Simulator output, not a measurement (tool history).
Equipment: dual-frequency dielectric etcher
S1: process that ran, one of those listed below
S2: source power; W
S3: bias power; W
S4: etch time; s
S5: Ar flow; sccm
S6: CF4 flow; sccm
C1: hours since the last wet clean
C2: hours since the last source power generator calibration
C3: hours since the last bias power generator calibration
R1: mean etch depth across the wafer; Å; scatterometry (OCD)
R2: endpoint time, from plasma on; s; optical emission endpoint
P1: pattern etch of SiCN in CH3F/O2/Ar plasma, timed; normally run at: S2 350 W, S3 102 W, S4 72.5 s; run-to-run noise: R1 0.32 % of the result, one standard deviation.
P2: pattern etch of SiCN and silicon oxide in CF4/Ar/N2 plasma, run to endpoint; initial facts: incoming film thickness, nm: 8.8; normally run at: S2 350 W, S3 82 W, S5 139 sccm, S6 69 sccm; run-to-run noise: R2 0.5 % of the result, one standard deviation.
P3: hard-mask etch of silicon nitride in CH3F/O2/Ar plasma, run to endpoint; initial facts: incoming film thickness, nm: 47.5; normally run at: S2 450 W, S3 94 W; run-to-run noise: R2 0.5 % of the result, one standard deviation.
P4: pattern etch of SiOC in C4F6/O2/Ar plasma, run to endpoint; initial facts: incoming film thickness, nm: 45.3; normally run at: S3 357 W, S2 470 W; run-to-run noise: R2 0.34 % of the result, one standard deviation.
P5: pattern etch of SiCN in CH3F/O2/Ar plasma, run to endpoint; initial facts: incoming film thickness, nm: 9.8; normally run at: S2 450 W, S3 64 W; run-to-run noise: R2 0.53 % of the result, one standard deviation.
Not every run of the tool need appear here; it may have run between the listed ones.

run   hour  S1   S2   S3     S4   S5  S6     C1      C2      C3      R1      R2
  1    4.5  P1  350  102   72.5            57.8   885.4  3548.6  297.02
  2    9.2  P5  450   64                   62.5   890.1  3553.3          26.649
  3   13.5  P1  350  102   72.5            66.8   894.4  3557.6  297.29
  4   20.9  P1  350  102   72.5            74.2   901.8  3565.0  296.56
  5   27.2  P1  240  143   72.5            80.5   908.1  3571.3  297.17
  6   31.0  P5  450   90                   84.3   911.9  3575.1          23.844
  7   35.5  P1  490  102   40.0            88.8   916.4  3579.6  185.23
  8   40.7  P1  250  102   72.5            94.0   921.6  3584.8  261.97
  9   46.9  P1  350  102   50.5           100.2   927.8  3591.0  207.60
 10   52.9  P3  450   63                  106.2   933.8  3597.0          67.571
 11   57.6  P1  350  102  103.5           110.9   938.5  3601.7  424.01
 12   65.1  P4  310  357                  118.4   946.0  3609.2          19.130
 13   70.3  P1  350  102   72.5           123.6   951.2  3614.4  298.02
 14   78.1  P2  350   82          95  69  131.4   959.0  3622.2          12.251
 15   81.7  P1  350  143   72.5           135.0   962.6  3625.8  339.33
 16   89.1  P5  450   64                  142.4   970.0  3633.2          26.885
 17   96.3  P1  480  102   72.5           149.6   977.2  3640.4  334.14
 18  102.2  P3  550   94                  155.5   983.1  3646.3          54.606
 19  106.1  P3  450   94                  159.4   987.0  3650.2          58.783
 20  110.6  P4  470  357                  163.9   991.5  3654.7          16.399
 21  115.3  P1  350   75   72.5           168.6   996.2  3659.4  264.37
 22  119.0  P2  350   82         139  69  172.3   999.9  3663.1          12.852
 23  123.0  P1  350  102   72.5           176.3  1003.9  3667.1  297.52
 24  129.7  P1  430  102   40.0           183.0  1010.6  3673.8  177.21
 25  134.8  P5  590   64                  188.1  1015.7  3678.9          24.250
 26  142.0  P2  210   82         139  69  195.3  1022.9  3686.1          20.004
     142.9  -- wet clean of the chamber
 27  147.5  P2  350   82         139  90    4.6  1028.4  3691.6          12.327
 28  154.7  P4  470  497                   11.8  1035.6  3698.8          14.444
 29  158.3  P2  350   52         139  69   15.4  1039.2  3702.4          15.236
 30  163.3  P1  350  102   72.5            20.4  1044.2  3707.4  296.93
 31  167.7  P1  350  102   72.5            24.8  1048.6  3711.8  296.08
 32  173.6  P1  350  102   72.5            30.7  1054.5  3717.7  293.59
     178.7  -- wet clean of the chamber
 33  180.0  P1  350  102   72.5             1.3  1060.9  3724.1  293.02
 34  184.6  P1  350  102   72.5             5.9  1065.5  3728.7  293.52
 35  191.7  P1  350  102   72.5            13.0  1072.6  3735.8  293.16
 36  196.8  P1  350  102   72.5            18.1  1077.7  3740.9  292.54

P1 no longer gives what it gave before; its output has crept away from where it was. The following 2 causes, each at its listed size, fit the log equally well:
A: source power that arrives under what is set, % = 4.29
B: bias power that arrives under what is set, % = 4.15
The onset of the drift is placed at about hour 163.3.
Ruled out, with reasons:
chamber walls in a state that lowers the etch rate, %: work on it at hour 178.7, done after the drift set in, did not restore what the process gave before

4 check runs are offered, each on 3 wafers whose results are averaged, their results left as question marks. Which one tells the causes apart?
check 1  201.9  P2  350   82      139  69                   ?
check 2  201.9  P5  450   64                                ?
check 3  201.9  P4  470  357                                ?
check 4  201.9  P3  450   94                                ?

Expected result of each check under each candidate cause:
  check  result    if A    if B
check 1      R2  13.419  13.120
check 2      R2  27.223  27.161
check 3      R2  16.652  16.624
check 4      R2  59.792  59.719
Separation of the two closest causes in each check, using whichever result separates them best: check 1 2.25 %; check 2 0.23 %; check 3 0.17 %; check 4 0.12 %
Only check 1 tells the causes apart: in the others they would give nearly the same result.

After running check 1, the following was obtained: R2 13.481 s. Which cause does this point to?

A is the cause: source power that arrives under what is set, %.

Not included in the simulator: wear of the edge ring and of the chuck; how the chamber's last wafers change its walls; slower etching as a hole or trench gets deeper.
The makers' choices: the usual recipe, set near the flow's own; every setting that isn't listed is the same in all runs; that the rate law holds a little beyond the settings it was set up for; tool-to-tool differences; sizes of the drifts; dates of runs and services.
